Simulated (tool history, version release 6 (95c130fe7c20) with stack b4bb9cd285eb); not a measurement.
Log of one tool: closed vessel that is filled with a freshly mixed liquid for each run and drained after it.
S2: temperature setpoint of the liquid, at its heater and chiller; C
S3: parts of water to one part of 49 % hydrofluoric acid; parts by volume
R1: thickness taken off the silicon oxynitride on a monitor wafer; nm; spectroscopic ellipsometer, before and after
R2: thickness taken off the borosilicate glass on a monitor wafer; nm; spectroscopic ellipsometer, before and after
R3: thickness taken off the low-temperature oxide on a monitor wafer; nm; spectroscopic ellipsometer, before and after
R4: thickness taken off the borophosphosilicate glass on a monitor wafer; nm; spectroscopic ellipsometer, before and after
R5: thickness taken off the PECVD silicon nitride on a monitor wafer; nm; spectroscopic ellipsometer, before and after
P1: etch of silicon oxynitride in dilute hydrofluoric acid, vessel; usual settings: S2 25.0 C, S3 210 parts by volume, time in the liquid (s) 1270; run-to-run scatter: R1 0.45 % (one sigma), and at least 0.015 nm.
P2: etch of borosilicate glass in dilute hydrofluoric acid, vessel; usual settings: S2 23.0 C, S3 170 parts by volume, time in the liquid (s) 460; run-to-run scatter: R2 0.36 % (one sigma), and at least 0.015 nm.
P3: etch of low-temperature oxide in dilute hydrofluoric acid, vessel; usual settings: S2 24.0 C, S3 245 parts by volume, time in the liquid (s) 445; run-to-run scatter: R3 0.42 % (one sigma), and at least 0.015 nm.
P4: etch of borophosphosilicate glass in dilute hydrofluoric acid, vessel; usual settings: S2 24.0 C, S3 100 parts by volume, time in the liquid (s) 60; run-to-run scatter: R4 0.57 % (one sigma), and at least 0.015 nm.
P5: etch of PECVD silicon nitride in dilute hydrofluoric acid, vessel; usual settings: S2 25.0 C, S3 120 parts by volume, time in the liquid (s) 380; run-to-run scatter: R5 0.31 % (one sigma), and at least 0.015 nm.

Run 1, hour 6.1: process that ran P1, S2 25.0 C, S3 210 parts by volume, time in the liquid (s) 1270. Result: R1 13.1490 nm.
Run 2, hour 11.7: process that ran P2, S2 23.0 C, S3 170 parts by volume, time in the liquid (s) 460. Result: R2 59.6850 nm.
Run 3, hour 17.2: process that ran P2, S2 23.0 C, S3 170 parts by volume, time in the liquid (s) 40. Result: R2 5.1955 nm.
Run 4, hour 23.3: process that ran P1, S2 30.0 C, S3 210 parts by volume, time in the liquid (s) 1270. Result: R1 16.3090 nm.
Run 5, hour 27.7: process that ran P3, S2 20.0 C, S3 245 parts by volume, time in the liquid (s) 445. Result: R3 24.160 nm.
Run 6, hour 34.8: process that ran P4, S2 24.0 C, S3 100 parts by volume, time in the liquid (s) 60. Result: R4 43.848 nm.
Run 7, hour 40.5: process that ran P1, S2 17.5 C, S3 210 parts by volume, time in the liquid (s) 1270. Result: R1 9.3532 nm.
Run 8, hour 45.5: process that ran P2, S2 23.0 C, S3 170 parts by volume, time in the liquid (s) 460. Result: R2 59.7910 nm.
Run 9, hour 50.5: process that ran P3, S2 24.0 C, S3 245 parts by volume, time in the liquid (s) 445. Result: R3 28.195 nm.
Run 10, hour 56.0: process that ran P5, S2 25.0 C, S3 120 parts by volume, time in the liquid (s) 380. Result: R5 11.9910 nm.
Run 11, hour 62.2: process that ran P1, S2 25.0 C, S3 210 parts by volume, time in the liquid (s) 590. Result: R1 6.1042 nm.
Run 12, hour 65.8: process that ran P2, S2 23.0 C, S3 105 parts by volume, time in the liquid (s) 460. Result: R2 104.4400 nm.
Run 13, hour 72.8: process that ran P1, S2 25.0 C, S3 210 parts by volume, time in the liquid (s) 1270. Result: R1 13.1700 nm.
Run 14, hour 79.1: process that ran P1, S2 25.0 C, S3 210 parts by volume, time in the liquid (s) 1270. Result: R1 13.1540 nm.
Run 15, hour 85.7: process that ran P3, S2 24.0 C, S3 245 parts by volume, time in the liquid (s) 445. Result: R3 27.871 nm.
Run 16, hour 91.0: process that ran P5, S2 25.0 C, S3 25 parts by volume, time in the liquid (s) 380. Result: R5 56.3240 nm.
Run 17, hour 97.6: process that ran P1, S2 25.0 C, S3 210 parts by volume, time in the liquid (s) 2180. Result: R1 22.5970 nm.
Run 18, hour 104.6: process that ran P1, S2 25.0 C, S3 380 parts by volume, time in the liquid (s) 2345. Result: R1 11.8960 nm.
Run 19, hour 108.1: process that ran P1, S2 25.0 C, S3 210 parts by volume, time in the liquid (s) 1270. Result: R1 13.1990 nm.
Run 20, hour 111.6: process that ran P1, S2 25.0 C, S3 340 parts by volume, time in the liquid (s) 1270. Result: R1 7.4166 nm.
Run 21, hour 118.0: process that ran P3, S2 24.0 C, S3 245 parts by volume, time in the liquid (s) 820. Result: R3 51.477 nm.
Run 22, hour 122.0: process that ran P1, S2 25.0 C, S3 210 parts by volume, time in the liquid (s) 1270. Result: R1 13.2100 nm.
Run 23, hour 128.6: process that ran P1, S2 25.0 C, S3 210 parts by volume, time in the liquid (s) 1270. Result: R1 13.2240 nm.
Run 24, hour 132.7: process that ran P3, S2 24.0 C, S3 75 parts by volume, time in the liquid (s) 445. Result: R3 110.700 nm.
Run 25, hour 139.2: process that ran P4, S2 24.0 C, S3 25 parts by volume, time in the liquid (s) 60. Result: R4 191.300 nm.
Run 26, hour 145.4: process that ran P4, S2 28.5 C, S3 100 parts by volume, time in the liquid (s) 60. Result: R4 51.987 nm.
Run 27, hour 152.0: process that ran P1, S2 25.0 C, S3 45 parts by volume, time in the liquid (s) 1270. Result: R1 70.9630 nm.
Run 28, hour 158.0: process that ran P4, S2 24.0 C, S3 100 parts by volume, time in the liquid (s) 95. Result: R4 69.134 nm.
Run 29, hour 164.4: process that ran P1, S2 25.0 C, S3 345 parts by volume, time in the liquid (s) 715. Result: R1 4.1457 nm.
Run 30, hour 167.9: process that ran P5, S2 25.0 C, S3 120 parts by volume, time in the liquid (s) 730. Result: R5 23.2250 nm.
Run 31, hour 171.4: process that ran P2, S2 17.0 C, S3 170 parts by volume, time in the liquid (s) 460. Result: R2 47.1110 nm.
Run 32, hour 176.5: process that ran P1, S2 25.0 C, S3 210 parts by volume, time in the liquid (s) 1270. Result: R1 13.2240 nm.
Run 33, hour 182.9: process that ran P5, S2 17.5 C, S3 120 parts by volume, time in the liquid (s) 380. Result: R5 7.2786 nm.
Run 34, hour 187.0: process that ran P5, S2 25.0 C, S3 120 parts by volume, time in the liquid (s) 380. Result: R5 12.1260 nm.
Run 35, hour 191.7: process that ran P1, S2 25.0 C, S3 210 parts by volume, time in the liquid (s) 1270. Result: R1 13.1740 nm.
Run 36, hour 196.3: process that ran P1, S2 25.0 C, S3 210 parts by volume, time in the liquid (s) 1270. Result: R1 13.5890 nm.
Run 37, hour 202.8: process that ran P1, S2 25.0 C, S3 210 parts by volume, time in the liquid (s) 1270. Result: R1 14.0920 nm.
Run 38, hour 207.3: process that ran P1, S2 25.0 C, S3 210 parts by volume, time in the liquid (s) 1270. Result: R1 14.2520 nm.
Run 39, hour 211.2: process that ran P1, S2 25.0 C, S3 210 parts by volume, time in the liquid (s) 1270. Result: R1 14.2950 nm.
Run 40, hour 215.5: process that ran P1, S2 25.0 C, S3 210 parts by volume, time in the liquid (s) 1270. Result: R1 14.4040 nm.
Run 41, hour 219.0: process that ran P1, S2 25.0 C, S3 210 parts by volume, time in the liquid (s) 1270. Result: R1 14.4260 nm.
Run 42, hour 225.1: process that ran P1, S2 25.0 C, S3 210 parts by volume, time in the liquid (s) 1270. Result: R1 14.3940 nm.
Run 43, hour 229.4: process that ran P1, S2 25.0 C, S3 210 parts by volume, time in the liquid (s) 1270. Result: R1 14.4630 nm.

What P1 gives has crept away from where it was. These 2 causes fit the log equally well, each at the size given:
A: liquid hotter than its thermometer reads (K) = 2.11
B: hydrofluoric acid flow above the setpoint (%) = 8.23
The creep began at about hour 191.7.

4 check runs are offered, one wafer each, their results left as question marks. Which one tells the causes apart?
Run check 1, hour 233.7: process that ran P4, S2 24.0 C, S3 40 parts by volume, time in the liquid (s) 60. Result: R4 ?.
Run check 2, hour 233.7: process that ran P5, S2 25.0 C, S3 40 parts by volume, time in the liquid (s) 380. Result: R5 ?.
Run check 3, hour 233.7: process that ran P3, S2 24.0 C, S3 110 parts by volume, time in the liquid (s) 795. Result: R3 ?.
Run check 4, hour 233.7: process that ran P2, S2 23.0 C, S3 110 parts by volume, time in the liquid (s) 460. Result: R2 ?.

What each check would give under each cause:
  check  result      if A      if B
check 1      R4   129.230   128.750
check 2      R5   40.9840   38.4490
check 3      R3   140.700   141.700
check 4      R2  107.3100  107.9600
How far apart the two closest causes lie, in the result that separates them most: check 1 0.37 %; check 2 6.38 %; check 3 0.7 %; check 4 0.6 %
Only check 2 tells the causes apart: in the others they would give nearly the same result.

Check 2 was then run and gave: R5 41.2050 nm. Which cause is it?

It is A: liquid hotter than its thermometer reads (K).
